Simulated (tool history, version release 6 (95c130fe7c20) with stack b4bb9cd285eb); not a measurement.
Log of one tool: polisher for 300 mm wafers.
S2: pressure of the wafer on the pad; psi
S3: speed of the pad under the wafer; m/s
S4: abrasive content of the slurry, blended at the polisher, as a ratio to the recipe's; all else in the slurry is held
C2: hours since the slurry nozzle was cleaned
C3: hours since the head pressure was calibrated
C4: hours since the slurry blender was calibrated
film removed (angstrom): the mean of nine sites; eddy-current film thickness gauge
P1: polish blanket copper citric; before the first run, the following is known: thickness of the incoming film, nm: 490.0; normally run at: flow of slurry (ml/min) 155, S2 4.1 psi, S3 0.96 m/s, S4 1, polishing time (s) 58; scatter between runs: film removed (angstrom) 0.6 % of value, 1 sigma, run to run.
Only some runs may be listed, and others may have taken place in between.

{"run": 1, "hour": 5.5, "flow of slurry (ml/min)": 155, "S2": 4.1, "S3": 0.96, "S4": 1, "polishing time (s)": 58, "wafers polished on this pad": 456, "C2": 240.6, "C3": 101.3, "C4": 152.4, "film removed (angstrom)": 1940.3}
{"run": 2, "hour": 13.9, "flow of slurry (ml/min)": 155, "S2": 1.9, "S3": 0.96, "S4": 1, "polishing time (s)": 58, "wafers polished on this pad": 597, "C2": 249, "C3": 109.7, "C4": 160.8, "film removed (angstrom)": 913.62}
{"run": 3, "hour": 24.1, "flow of slurry (ml/min)": 155, "S2": 4.1, "S3": 0.96, "S4": 1, "polishing time (s)": 27, "wafers polished on this pad": 769, "C2": 259.2, "C3": 119.9, "C4": 171, "film removed (angstrom)": 911.33}
{"run": 4, "hour": 30.5, "flow of slurry (ml/min)": 155, "S2": 5.5, "S3": 0.96, "S4": 0.55, "polishing time (s)": 58, "wafers polished on this pad": 877, "C2": 265.6, "C3": 126.3, "C4": 177.4, "film removed (angstrom)": 2299.9}
{"run": 5, "hour": 35.9, "flow of slurry (ml/min)": 155, "S2": 4.1, "S3": 1.38, "S4": 1, "polishing time (s)": 58, "wafers polished on this pad": 968, "C2": 271, "C3": 131.7, "C4": 182.8, "film removed (angstrom)": 2775.3}
{"run": 6, "hour": 43.3, "flow of slurry (ml/min)": 155, "S2": 4.1, "S3": 0.96, "S4": 1, "polishing time (s)": 58, "wafers polished on this pad": 1093, "C2": 278.4, "C3": 139.1, "C4": 190.2, "film removed (angstrom)": 1937.5}
{"run": 7, "hour": 49.9, "flow of slurry (ml/min)": 155, "S2": 4.1, "S3": 0.96, "S4": 1, "polishing time (s)": 58, "wafers polished on this pad": 1204, "C2": 285, "C3": 145.7, "C4": 196.8, "film removed (angstrom)": 1911.1}
{"run": 8, "hour": 55.7, "flow of slurry (ml/min)": 155, "S2": 4.1, "S3": 0.96, "S4": 0.6, "polishing time (s)": 58, "wafers polished on this pad": 1302, "C2": 290.8, "C3": 151.5, "C4": 202.6, "film removed (angstrom)": 1737.5}
{"run": 9, "hour": 65.1, "flow of slurry (ml/min)": 220, "S2": 4.1, "S3": 0.96, "S4": 1, "polishing time (s)": 58, "wafers polished on this pad": 1460, "C2": 300.2, "C3": 160.9, "C4": 212, "film removed (angstrom)": 2046.4}
{"run": 10, "hour": 73.4, "flow of slurry (ml/min)": 155, "S2": 4.1, "S3": 0.96, "S4": 1.35, "polishing time (s)": 58, "wafers polished on this pad": 1600, "C2": 308.5, "C3": 169.2, "C4": 220.3, "film removed (angstrom)": 2072.3}
{"run": 11, "hour": 78.4, "flow of slurry (ml/min)": 155, "S2": 4.1, "S3": 0.96, "S4": 1, "polishing time (s)": 58, "wafers polished on this pad": 1684, "C2": 313.5, "C3": 174.2, "C4": 225.3, "film removed (angstrom)": 1974.6}
{"run": 12, "hour": 83.5, "flow of slurry (ml/min)": 155, "S2": 5.5, "S3": 0.6, "S4": 1, "polishing time (s)": 58, "wafers polished on this pad": 1770, "C2": 318.6, "C3": 179.3, "C4": 230.4, "film removed (angstrom)": 1648.1}
{"run": 13, "hour": 93.0, "flow of slurry (ml/min)": 155, "S2": 4.1, "S3": 0.64, "S4": 1, "polishing time (s)": 58, "wafers polished on this pad": 1930, "C2": 328.1, "C3": 188.8, "C4": 239.9, "film removed (angstrom)": 1306.4}
{"run": 14, "hour": 103.0, "flow of slurry (ml/min)": 155, "S2": 4.1, "S3": 0.96, "S4": 1, "polishing time (s)": 58, "wafers polished on this pad": 2099, "C2": 338.1, "C3": 198.8, "C4": 249.9, "film removed (angstrom)": 1947.3}
{"hour": 103.8, "done": "slurry nozzle cleaned"}
{"run": 15, "hour": 107.6, "flow of slurry (ml/min)": 155, "S2": 4.1, "S3": 0.96, "S4": 1, "polishing time (s)": 58, "wafers polished on this pad": 2176, "C2": 3.9, "C3": 203.4, "C4": 254.5, "film removed (angstrom)": 1932.6}
{"run": 16, "hour": 115.7, "flow of slurry (ml/min)": 155, "S2": 6.2, "S3": 0.96, "S4": 1, "polishing time (s)": 58, "wafers polished on this pad": 2313, "C2": 12, "C3": 211.5, "C4": 262.6, "film removed (angstrom)": 2904.9}
{"run": 17, "hour": 122.7, "flow of slurry (ml/min)": 155, "S2": 4.1, "S3": 0.96, "S4": 1, "polishing time (s)": 73, "wafers polished on this pad": 2431, "C2": 19, "C3": 218.5, "C4": 269.6, "film removed (angstrom)": 2463.8}
{"run": 18, "hour": 129.5, "flow of slurry (ml/min)": 95, "S2": 4.1, "S3": 0.96, "S4": 1, "polishing time (s)": 58, "wafers polished on this pad": 2545, "C2": 25.8, "C3": 225.3, "C4": 276.4, "film removed (angstrom)": 1737.6}
{"run": 19, "hour": 135.3, "flow of slurry (ml/min)": 155, "S2": 4.1, "S3": 0.96, "S4": 1, "polishing time (s)": 58, "wafers polished on this pad": 2643, "C2": 31.6, "C3": 231.1, "C4": 282.2, "film removed (angstrom)": 1947}
{"run": 20, "hour": 140.6, "flow of slurry (ml/min)": 155, "S2": 4.1, "S3": 0.96, "S4": 1, "polishing time (s)": 58, "wafers polished on this pad": 2732, "C2": 36.9, "C3": 236.4, "C4": 287.5, "film removed (angstrom)": 1929.8}
{"run": 21, "hour": 149.7, "flow of slurry (ml/min)": 155, "S2": 4.1, "S3": 0.96, "S4": 1, "polishing time (s)": 58, "wafers polished on this pad": 2886, "C2": 46, "C3": 245.5, "C4": 296.6, "film removed (angstrom)": 1875.2}
{"run": 22, "hour": 155.9, "flow of slurry (ml/min)": 155, "S2": 4.1, "S3": 0.96, "S4": 1, "polishing time (s)": 58, "wafers polished on this pad": 2990, "C2": 52.2, "C3": 251.7, "C4": 302.8, "film removed (angstrom)": 1848.1}
{"run": 23, "hour": 161.0, "flow of slurry (ml/min)": 155, "S2": 4.1, "S3": 0.96, "S4": 1, "polishing time (s)": 58, "wafers polished on this pad": 3076, "C2": 57.3, "C3": 256.8, "C4": 307.9, "film removed (angstrom)": 1808.2}
{"hour": 168.8, "done": "head pressure recalibrated"}
{"run": 24, "hour": 170.3, "flow of slurry (ml/min)": 155, "S2": 4.1, "S3": 0.96, "S4": 1, "polishing time (s)": 58, "wafers polished on this pad": 3233, "C2": 66.6, "C3": 1.6, "C4": 317.2, "film removed (angstrom)": 1780.6}

Run 25 is up next; what results do you expect?
{"hour": 175.5, "done": "slurry blender recalibrated"}
{"run": 25, "hour": 180.2, "flow of slurry (ml/min)": 155, "S2": 4.1, "S3": 0.96, "S4": 1, "polishing time (s)": 58, "wafers polished on this pad": 3400, "C2": 76.5, "C3": 11.5, "C4": 4.8, "film removed (angstrom)": "?"}

For run 25 the tool returned film removed (angstrom) 1761.6.
